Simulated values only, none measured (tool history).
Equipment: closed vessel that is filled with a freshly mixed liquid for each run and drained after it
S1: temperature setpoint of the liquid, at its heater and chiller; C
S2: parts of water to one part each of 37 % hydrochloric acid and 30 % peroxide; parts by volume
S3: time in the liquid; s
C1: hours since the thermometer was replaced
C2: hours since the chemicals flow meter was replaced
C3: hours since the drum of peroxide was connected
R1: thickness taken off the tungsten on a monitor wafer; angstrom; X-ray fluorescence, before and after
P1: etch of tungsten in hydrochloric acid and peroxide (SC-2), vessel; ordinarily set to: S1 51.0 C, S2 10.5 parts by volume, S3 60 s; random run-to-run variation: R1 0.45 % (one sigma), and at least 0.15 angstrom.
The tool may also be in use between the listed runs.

run	hour	S1	S2	S3	C1	C2	C3	R1
1	10.5	51.0	10.5	60	725.5	660.3	204.1	178.550
2	16.7	51.0	15.0	60	731.7	666.5	210.3	130.970
3	29.1	51.0	17.0	35	744.1	678.9	222.7	68.509
4	41.2	51.0	10.5	30	756.2	691.0	234.8	89.748
5	53.8	51.0	10.5	95	768.8	703.6	247.4	281.040
6	65.8	43.5	10.5	110	780.8	715.6	259.4	196.140
7	73.8	51.0	4.0	60	788.8	723.6	267.4	374.910
8	79.4	51.0	10.5	60	794.4	729.2	273.0	179.930
9	91.2	51.0	10.5	60	806.2	741.0	284.8	178.510
10	98.0	51.0	10.5	60	813.0	747.8	291.6	180.670
11	108.8	35.0	10.5	60	823.8	758.6	302.4	59.264
12	120.7	51.0	10.5	60	835.7	770.5	314.3	178.380
13	132.5	62.0	10.5	60	847.5	782.3	326.1	364.920
14	142.8	51.0	10.5	60	857.8	792.6	336.4	178.110
15	153.2	51.0	10.5	60	868.2	803.0	346.8	178.630
16	163.5	51.0	10.5	60	878.5	813.3	357.1	179.590
17	171.1	51.0	10.5	60	886.1	820.9	364.7	184.980
18	180.8	51.0	10.5	60	895.8	830.6	374.4	186.390
19	188.7	51.0	10.5	60	903.7	838.5	382.3	191.150
20	199.3	51.0	10.5	60	914.3	849.1	392.9	190.430
21	211.3	51.0	10.5	60	926.3	861.1	404.9	192.050
22	217.6	51.0	10.5	60	932.6	867.4	411.2	192.860
23	224.1	51.0	10.5	60	939.1	873.9	417.7	193.010
24	230.0	51.0	10.5	60	945.0	879.8	423.6	191.810

Something has made what P1 gives creep away from where it was; the 2 causes below, each at its own stated size, fit the log equally well:
A: chemicals flow above the setpoint (%) = 9.1
B: liquid hotter than its thermometer reads (K) = 1.1
The process output started creeping at around hour 163.5.
Each remaining cause and why it is not a fit:
peroxide weaker than its label (%): at most 8, which would move R1 by -7.4 %: too little, or the wrong way

4 check runs are offered, each on 3 wafers whose results are averaged, their results left as question marks. Which one tells the causes apart?
check 1	235.9	39.0	10.5	35				?
check 2	235.9	35.0	4.5	60				?
check 3	235.9	51.0	7.0	35				?
check 4	235.9	51.0	10.5	95				?

Predicted outcomes, by check and by cause:
check	result	if A	if B
check 1	R1	49.175	49.455
check 2	R1	119.760	122.300
check 3	R1	155.100	155.960
check 4	R1	304.800	304.800
Per-check spread between the two closest causes, in the result where they differ most: check 1 0.57 %; check 2 2.09 %; check 3 0.56 %; check 4 0 %
Of the check runs offered, only check 2 discriminates between the causes; the rest would read about the same regardless of which cause applies.

Check 2 was then run and gave: R1 122.410 angstrom. Which cause is it?

It is B: liquid hotter than its thermometer reads (K).
